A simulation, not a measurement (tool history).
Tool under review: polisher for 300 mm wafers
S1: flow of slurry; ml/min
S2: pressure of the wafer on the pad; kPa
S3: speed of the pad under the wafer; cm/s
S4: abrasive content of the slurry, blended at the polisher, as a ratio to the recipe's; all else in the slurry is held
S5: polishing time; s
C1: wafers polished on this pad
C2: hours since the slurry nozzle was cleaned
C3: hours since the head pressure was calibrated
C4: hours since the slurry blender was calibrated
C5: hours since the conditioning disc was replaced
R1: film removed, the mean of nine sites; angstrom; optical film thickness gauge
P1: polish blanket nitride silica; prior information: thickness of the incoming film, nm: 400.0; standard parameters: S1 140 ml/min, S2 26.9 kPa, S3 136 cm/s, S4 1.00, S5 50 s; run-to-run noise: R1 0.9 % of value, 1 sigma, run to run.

| run | hour | S1 | S2 | S3 | S4 | S5 | C1 | C2 | C3 | C4 | C5 | R1 |
|---|---|---|---|---|---|---|---|---|---|---|---|---|
| 1 | 4.6 | 140 | 26.9 | 136 | 1.00 | 50 | 850 | 143.3 | 144.1 | 104.5 | 59.1 | 366.68 |
| 2 | 7.0 | 85 | 26.9 | 136 | 1.00 | 50 | 874 | 145.7 | 146.5 | 106.9 | 61.5 | 327.15 |
| 3 | 11.4 | 140 | 26.9 | 136 | 0.50 | 50 | 918 | 150.1 | 150.9 | 111.3 | 65.9 | 253.62 |
| 4 | 16.0 | 210 | 26.9 | 136 | 1.00 | 50 | 964 | 154.7 | 155.5 | 115.9 | 70.5 | 391.48 |
|  | 17.8 | slurry blender recalibrated |
| 5 | 18.2 | 140 | 26.9 | 136 | 1.00 | 50 | 987 | 156.9 | 157.7 | 0.5 | 72.7 | 362.80 |
| 6 | 22.1 | 140 | 26.9 | 136 | 1.00 | 50 | 1026 | 160.8 | 161.6 | 4.4 | 76.6 | 372.04 |
| 7 | 25.4 | 140 | 34.5 | 136 | 1.00 | 62 | 1059 | 164.1 | 164.9 | 7.7 | 79.9 | 579.22 |
| 8 | 28.3 | 140 | 26.9 | 136 | 1.00 | 22 | 1088 | 167.0 | 167.8 | 10.6 | 82.8 | 158.97 |
| 9 | 31.7 | 140 | 36.5 | 136 | 1.00 | 50 | 1122 | 170.4 | 171.2 | 14.0 | 86.2 | 500.05 |
| 10 | 35.2 | 140 | 26.9 | 136 | 1.35 | 50 | 1157 | 173.9 | 174.7 | 17.5 | 89.7 | 421.51 |
| 11 | 38.2 | 140 | 26.9 | 136 | 1.00 | 50 | 1187 | 176.9 | 177.7 | 20.5 | 92.7 | 369.92 |
| 12 | 42.7 | 140 | 26.9 | 76 | 1.00 | 50 | 1232 | 181.4 | 182.2 | 25.0 | 97.2 | 228.93 |
| 13 | 45.1 | 140 | 26.9 | 136 | 1.00 | 71 | 1256 | 183.8 | 184.6 | 27.4 | 99.6 | 526.38 |
| 14 | 47.5 | 140 | 26.9 | 136 | 1.00 | 50 | 1280 | 186.2 | 187.0 | 29.8 | 102.0 | 367.35 |
| 15 | 52.0 | 140 | 12.4 | 136 | 1.00 | 50 | 1326 | 190.7 | 191.5 | 34.3 | 106.5 | 170.38 |
| 16 | 56.0 | 140 | 26.9 | 172 | 1.00 | 50 | 1366 | 194.7 | 195.5 | 38.3 | 110.5 | 449.10 |
| 17 | 60.3 | 140 | 26.9 | 136 | 1.00 | 50 | 1409 | 199.0 | 199.8 | 42.6 | 114.8 | 369.39 |
| 18 | 62.9 | 140 | 26.9 | 136 | 1.00 | 50 | 1435 | 201.6 | 202.4 | 45.2 | 117.4 | 367.76 |
| 19 | 65.5 | 140 | 26.9 | 136 | 1.00 | 50 | 1461 | 204.2 | 205.0 | 47.8 | 120.0 | 368.90 |
| 20 | 68.4 | 140 | 26.9 | 136 | 1.00 | 50 | 1490 | 207.1 | 207.9 | 50.7 | 122.9 | 352.03 |
| 21 | 71.2 | 140 | 26.9 | 136 | 1.00 | 50 | 1518 | 209.9 | 210.7 | 53.5 | 125.7 | 348.53 |
| 22 | 74.2 | 140 | 26.9 | 136 | 1.00 | 50 | 1548 | 212.9 | 213.7 | 56.5 | 128.7 | 337.13 |
| 23 | 78.5 | 140 | 26.9 | 136 | 1.00 | 50 | 1591 | 217.2 | 218.0 | 60.8 | 133.0 | 332.73 |
| 24 | 81.3 | 140 | 26.9 | 136 | 1.00 | 50 | 1619 | 220.0 | 220.8 | 63.6 | 135.8 | 328.76 |
| 25 | 84.9 | 140 | 26.9 | 136 | 1.00 | 50 | 1656 | 223.6 | 224.4 | 67.2 | 139.4 | 327.78 |
| 26 | 88.0 | 140 | 26.9 | 136 | 1.00 | 50 | 1687 | 226.7 | 227.5 | 70.3 | 142.5 | 322.38 |
|  | 88.1 | conditioning disc replaced and pad reconditioned |
|  | 88.3 | head pressure recalibrated |
|  | 89.4 | slurry nozzle cleaned |
| 27 | 92.1 | 140 | 26.9 | 136 | 1.00 | 50 | 1728 | 2.7 | 3.9 | 74.4 | 4.0 | 322.09 |
| 28 | 96.9 | 140 | 26.9 | 136 | 1.00 | 50 | 1776 | 7.5 | 8.7 | 79.2 | 8.8 | 316.64 |
| 29 | 99.0 | 140 | 26.9 | 136 | 1.00 | 50 | 1797 | 9.6 | 10.8 | 81.3 | 10.9 | 319.12 |

Compared with where it was, what P1 gives has crept away. Each cause listed below fits the log as well as the rest, at the size given for it:
A: removal rate lost through wear of the pad, % = 13.2
B: abrasive missing from the slurry, % = 25
The creep began at about hour 65.5.
Why every other cause is out:
slurry flow missing at the pad, %: serviced at hour 89.4, after the drift had started, without restoring the earlier output
head's pressure below its setpoint, %: serviced at hour 88.3, after the drift had started, without restoring the earlier output
time polished since the conditioner stopped cutting, s: serviced at hour 88.1, after the drift had started, without restoring the earlier output

You are offered 4 check runs, listed below with question marks in place of their results; each one averages 5 wafers. Which run separates the listed causes by giving clearly different results for each?
| check 1 | 101.1 | 140 | 26.9 | 136 | 0.65 | 27 |  |  |  |  |  | ? |
| check 2 | 101.1 | 210 | 26.9 | 136 | 1.00 | 50 |  |  |  |  |  | ? |
| check 3 | 101.1 | 140 | 12.4 | 136 | 1.00 | 36 |  |  |  |  |  | ? |
| check 4 | 101.1 | 180 | 26.9 | 136 | 1.00 | 28 |  |  |  |  |  | ? |

What every check run would give for each of its results, assuming each possible cause in turn:
| check | result | if A | if B |
|---|---|---|---|
| check 1 | R1 | 138.94 | 134.82 |
| check 2 | R1 | 340.70 | 340.86 |
| check 3 | R1 | 106.43 | 106.48 |
| check 4 | R1 | 186.86 | 186.95 |
Separation of the two closest causes in each check, using whichever result separates them best: check 1 3.01 %; check 2 0.05 %; check 3 0.05 %; check 4 0.05 %
Check 1 tells the causes apart: in the others they would give nearly the same result.

Check 1 was then run and gave: R1 134.67 angstrom. Which cause is it?

The correct cause is B, namely: abrasive missing from the slurry, %.
